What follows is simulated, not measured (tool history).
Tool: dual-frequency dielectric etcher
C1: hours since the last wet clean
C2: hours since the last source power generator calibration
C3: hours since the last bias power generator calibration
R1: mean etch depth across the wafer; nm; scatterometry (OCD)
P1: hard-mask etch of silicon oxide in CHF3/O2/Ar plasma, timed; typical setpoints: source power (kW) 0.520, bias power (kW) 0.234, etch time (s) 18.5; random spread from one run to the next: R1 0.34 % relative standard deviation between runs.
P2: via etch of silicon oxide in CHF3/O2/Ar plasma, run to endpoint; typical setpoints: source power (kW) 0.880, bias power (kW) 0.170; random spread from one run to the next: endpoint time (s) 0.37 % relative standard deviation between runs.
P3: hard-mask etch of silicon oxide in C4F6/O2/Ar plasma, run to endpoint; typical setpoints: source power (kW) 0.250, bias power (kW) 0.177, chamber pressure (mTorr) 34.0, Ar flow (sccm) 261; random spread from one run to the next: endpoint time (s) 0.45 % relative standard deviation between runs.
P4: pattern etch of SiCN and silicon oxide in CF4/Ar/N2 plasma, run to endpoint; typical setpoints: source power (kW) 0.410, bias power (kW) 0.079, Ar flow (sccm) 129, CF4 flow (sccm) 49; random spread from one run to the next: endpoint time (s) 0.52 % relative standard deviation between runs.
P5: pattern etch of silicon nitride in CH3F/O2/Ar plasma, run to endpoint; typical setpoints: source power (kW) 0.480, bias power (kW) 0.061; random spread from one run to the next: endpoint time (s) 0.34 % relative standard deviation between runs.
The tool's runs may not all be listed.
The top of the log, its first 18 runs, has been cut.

Run 19, hour 154.8: process that ran P3, source power (kW) 0.250, bias power (kW) 0.121, Ar flow (sccm) 261, chamber pressure (mTorr) 34.0; C1 474.2; C2 611.8; C3 2543.3. Result: endpoint time (s) 102.980.
Run 20, hour 162.2: process that ran P1, source power (kW) 0.520, bias power (kW) 0.234, etch time (s) 10.0; C1 481.6; C2 619.2; C3 2550.7. Result: R1 19.331 nm.
Run 21, hour 172.6: process that ran P3, source power (kW) 0.250, bias power (kW) 0.177, Ar flow (sccm) 261, chamber pressure (mTorr) 34.0; C1 492.0; C2 629.6; C3 2561.1. Result: endpoint time (s) 90.965.
Run 22, hour 181.6: process that ran P3, source power (kW) 0.250, bias power (kW) 0.177, Ar flow (sccm) 339, chamber pressure (mTorr) 34.0; C1 501.0; C2 638.6; C3 2570.1. Result: endpoint time (s) 94.119.
Run 23, hour 188.0: process that ran P1, source power (kW) 0.520, bias power (kW) 0.234, etch time (s) 18.5; C1 507.4; C2 645.0; C3 2576.5. Result: R1 35.834 nm.
Run 24, hour 198.0: process that ran P1, source power (kW) 0.690, bias power (kW) 0.155, etch time (s) 18.5; C1 517.4; C2 655.0; C3 2586.5. Result: R1 34.780 nm.
Run 25, hour 203.7: process that ran P4, source power (kW) 0.410, bias power (kW) 0.079, Ar flow (sccm) 129, CF4 flow (sccm) 49; C1 523.1; C2 660.7; C3 2592.2. Result: endpoint time (s) 13.549.
Run 26, hour 213.1: process that ran P1, source power (kW) 0.520, bias power (kW) 0.234, etch time (s) 18.5; C1 532.5; C2 670.1; C3 2601.6. Result: R1 35.737 nm.
Run 27, hour 219.7: process that ran P3, source power (kW) 0.250, bias power (kW) 0.177, Ar flow (sccm) 261, chamber pressure (mTorr) 42.5; C1 539.1; C2 676.7; C3 2608.2. Result: endpoint time (s) 94.581.
Run 28, hour 225.1: process that ran P2, source power (kW) 0.880, bias power (kW) 0.170; C1 544.5; C2 682.1; C3 2613.6. Result: endpoint time (s) 311.580.
Run 29, hour 235.0: process that ran P5, source power (kW) 0.480, bias power (kW) 0.043; C1 554.4; C2 692.0; C3 2623.5. Result: endpoint time (s) 45.692.
At hour 239.1: bias power generator calibrated.
Run 30, hour 244.0: process that ran P4, source power (kW) 0.300, bias power (kW) 0.079, Ar flow (sccm) 129, CF4 flow (sccm) 49; C1 563.4; C2 701.0; C3 4.9. Result: endpoint time (s) 17.733.
Run 31, hour 249.7: process that ran P1, source power (kW) 0.520, bias power (kW) 0.152, etch time (s) 18.5; C1 569.1; C2 706.7; C3 10.6. Result: R1 31.029 nm.
Run 32, hour 260.5: process that ran P3, source power (kW) 0.250, bias power (kW) 0.177, Ar flow (sccm) 261, chamber pressure (mTorr) 34.0; C1 579.9; C2 717.5; C3 21.4. Result: endpoint time (s) 91.204.
Run 33, hour 269.1: process that ran P1, source power (kW) 0.520, bias power (kW) 0.234, etch time (s) 18.5; C1 588.5; C2 726.1; C3 30.0. Result: R1 35.683 nm.
Run 34, hour 275.9: process that ran P1, source power (kW) 0.520, bias power (kW) 0.234, etch time (s) 18.5; C1 595.3; C2 732.9; C3 36.8. Result: R1 36.120 nm.
Run 35, hour 283.3: process that ran P1, source power (kW) 0.520, bias power (kW) 0.234, etch time (s) 18.5; C1 602.7; C2 740.3; C3 44.2. Result: R1 36.464 nm.
Run 36, hour 289.5: process that ran P1, source power (kW) 0.520, bias power (kW) 0.234, etch time (s) 18.5; C1 608.9; C2 746.5; C3 50.4. Result: R1 36.234 nm.

For run 37, what comes out?
Run 37, hour 297.2: process that ran P1, source power (kW) 0.520, bias power (kW) 0.234, etch time (s) 18.5; C1 616.6; C2 754.2; C3 58.1. Result: R1 ?.

Logged for run 37: R1 36.247 nm.

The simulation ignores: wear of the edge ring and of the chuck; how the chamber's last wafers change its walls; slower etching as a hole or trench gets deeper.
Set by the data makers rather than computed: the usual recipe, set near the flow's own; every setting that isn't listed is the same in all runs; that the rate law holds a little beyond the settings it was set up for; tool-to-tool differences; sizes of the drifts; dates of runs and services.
